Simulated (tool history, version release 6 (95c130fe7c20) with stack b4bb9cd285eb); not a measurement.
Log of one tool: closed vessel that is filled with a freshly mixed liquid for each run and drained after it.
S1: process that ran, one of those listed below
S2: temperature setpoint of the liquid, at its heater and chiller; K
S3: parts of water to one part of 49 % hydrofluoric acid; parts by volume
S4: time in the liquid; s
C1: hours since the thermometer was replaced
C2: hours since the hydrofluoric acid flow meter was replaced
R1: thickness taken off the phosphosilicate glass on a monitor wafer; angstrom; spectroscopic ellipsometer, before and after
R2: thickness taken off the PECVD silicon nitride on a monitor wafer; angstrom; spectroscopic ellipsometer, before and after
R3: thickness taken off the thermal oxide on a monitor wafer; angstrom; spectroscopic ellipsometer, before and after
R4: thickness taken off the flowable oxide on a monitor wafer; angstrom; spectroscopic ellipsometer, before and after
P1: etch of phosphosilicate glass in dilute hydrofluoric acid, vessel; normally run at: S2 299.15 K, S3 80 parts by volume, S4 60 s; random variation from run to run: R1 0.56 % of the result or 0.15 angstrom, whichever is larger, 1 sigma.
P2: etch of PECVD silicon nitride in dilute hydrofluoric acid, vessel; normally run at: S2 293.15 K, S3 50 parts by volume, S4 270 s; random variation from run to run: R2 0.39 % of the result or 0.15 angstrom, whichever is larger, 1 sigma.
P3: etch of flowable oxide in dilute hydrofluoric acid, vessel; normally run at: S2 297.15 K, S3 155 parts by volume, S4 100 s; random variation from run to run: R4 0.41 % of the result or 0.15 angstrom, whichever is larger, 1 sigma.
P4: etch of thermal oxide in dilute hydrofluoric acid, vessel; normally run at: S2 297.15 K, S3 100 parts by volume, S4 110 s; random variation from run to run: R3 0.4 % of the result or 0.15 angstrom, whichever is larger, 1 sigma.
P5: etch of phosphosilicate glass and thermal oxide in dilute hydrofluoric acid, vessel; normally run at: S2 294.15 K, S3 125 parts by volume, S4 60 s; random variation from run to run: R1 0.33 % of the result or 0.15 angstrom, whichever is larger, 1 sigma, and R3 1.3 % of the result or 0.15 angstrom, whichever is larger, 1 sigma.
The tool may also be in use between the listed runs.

run   hour  S1      S2   S3   S4     C1      C2      R1      R2      R3      R4
  1     13  P1  299.15   80   60  454.5  1237.7  643.83
  2   21.9  P1  299.15   80  110  463.4  1246.6  1170.5
  3   36.9  P2  293.15   80  270  478.4  1261.6          145.07
  4   49.2  P1  303.65  130   60  490.7  1273.9  437.95
  5   63.3  P4  297.15   25  110  504.8    1288                  246.59
  6   78.3  P2  293.15   50  535  519.8    1303           453.8
  7   92.3  P3  292.65  155  100  533.8    1317                          132.85
  8  104.1  P1  299.15   50   60  545.6  1328.8  1072.8
  9  116.3  P5  294.15  125   60  557.8    1341  429.58          19.053
 10  125.3  P3  297.15  155   30  566.8    1350                           47.32
 11  133.6  P1  299.15   80   60  575.1  1358.3  642.39
 12  145.6  P1  306.15   80   60  587.1  1370.3  845.83
 13  161.5  P2  293.15   50  270    603  1386.2          228.85
 14  178.4  P1  299.15   80   60  619.9  1403.1   646.2
 15  188.1  P3  297.15  285  100  629.6  1412.8                          74.814
 16  198.3  P5  294.15  170   60  639.8    1423  301.67          13.447
 17  205.9  P1  299.15   80   30  647.4  1430.6  319.68
 18  214.2  P1  299.15   80   60  655.7  1438.9  642.28
 19  228.4  P3  297.15  155  100  669.9  1453.1                          158.07
 20  236.1  P2  293.15   50  270  677.6  1460.8          227.72
 21  250.4  P4  297.15  100  110  691.9  1475.1                  55.646
 22  260.1  P1  299.15   80   60  701.6  1484.8  645.64
 23  274.6  P4  303.65  100  110  716.1  1499.3                   71.85
 24  288.1  P1  304.15  115   60  729.6  1512.8  517.57
 25  301.4  P2  297.65   50  270  742.9  1526.1          309.77
 26  316.5  P3  297.15  155  100    758  1541.2                          158.36
 27  327.1  P5  294.15  125   90  768.6  1551.8   647.9          28.457
 28    344  P5  290.15  125   60  785.5  1568.7  365.07          16.359
 29  355.6  P1  295.15   80   60  797.1  1580.3  547.36
 30    369  P4  297.15  100  165  810.5  1593.7                  83.749
 31  376.9  P1  299.15   80   60  818.4  1601.6  649.35
 32  391.1  P1  299.15  115   60  832.6  1615.8   426.3
 33  401.9  P1  299.15   80   60  843.4  1626.6  639.46
 34  412.8  P1  299.15   80   60  854.3  1637.5  635.78
 35  428.2  P1  299.15   80   60  869.7  1652.9  627.69
 36  438.3  P1  299.15   80   60  879.8    1663  605.33
 37  454.3  P1  299.15   80   60  895.8    1679  602.76
 38  470.1  P1  299.15   80   60  911.6  1694.8  592.95
 39  482.3  P1  299.15   80   60  923.8    1707  593.05
 40  496.2  P1  299.15   80   60  937.7  1720.9  591.86
 41  506.5  P1  299.15   80   60    948  1731.2  581.75
 42    523  P1  299.15   80   60  964.5  1747.7  579.59
 43  539.6  P1  299.15   80   60  981.1  1764.3  582.26
 44  548.6  P1  299.15   80   60  990.1  1773.3  581.82

What P1 gives has crept away from where it was. These 2 causes fit the log equally well, each at the size given:
A: liquid colder than its thermometer reads (K) = 2.42
B: hydrofluoric acid flow below the setpoint (%) = 8.3
The creep began at about hour 412.8.

4 check runs are offered, one wafer each, their results left as question marks. Which one tells the causes apart?
check 1  557.6  P4  297.15  100  110                   ?
check 2  557.6  P3  297.15  155  100                       ?
check 3  557.6  P5  294.15  125   60           ?       ?
check 4  557.6  P2  293.15   50  270               ?

What each check would give under each cause:
  check  result    if A    if B
check 1      R3  50.655  50.617
check 2      R4  144.18  142.87
check 3      R1   388.9  388.53
check 3      R3  17.387   17.37
check 4      R2  192.86  210.03
How far apart the two closest causes lie, in the result that separates them most: check 1 0.07 %; check 2 0.91 %; check 3 0.1 %; check 4 8.53 %
Check 4 tells the causes apart: in the others they would give nearly the same result.

Check 4 was then run and gave: R2 193.67 angstrom. Which cause is it?

It is A: liquid colder than its thermometer reads (K).
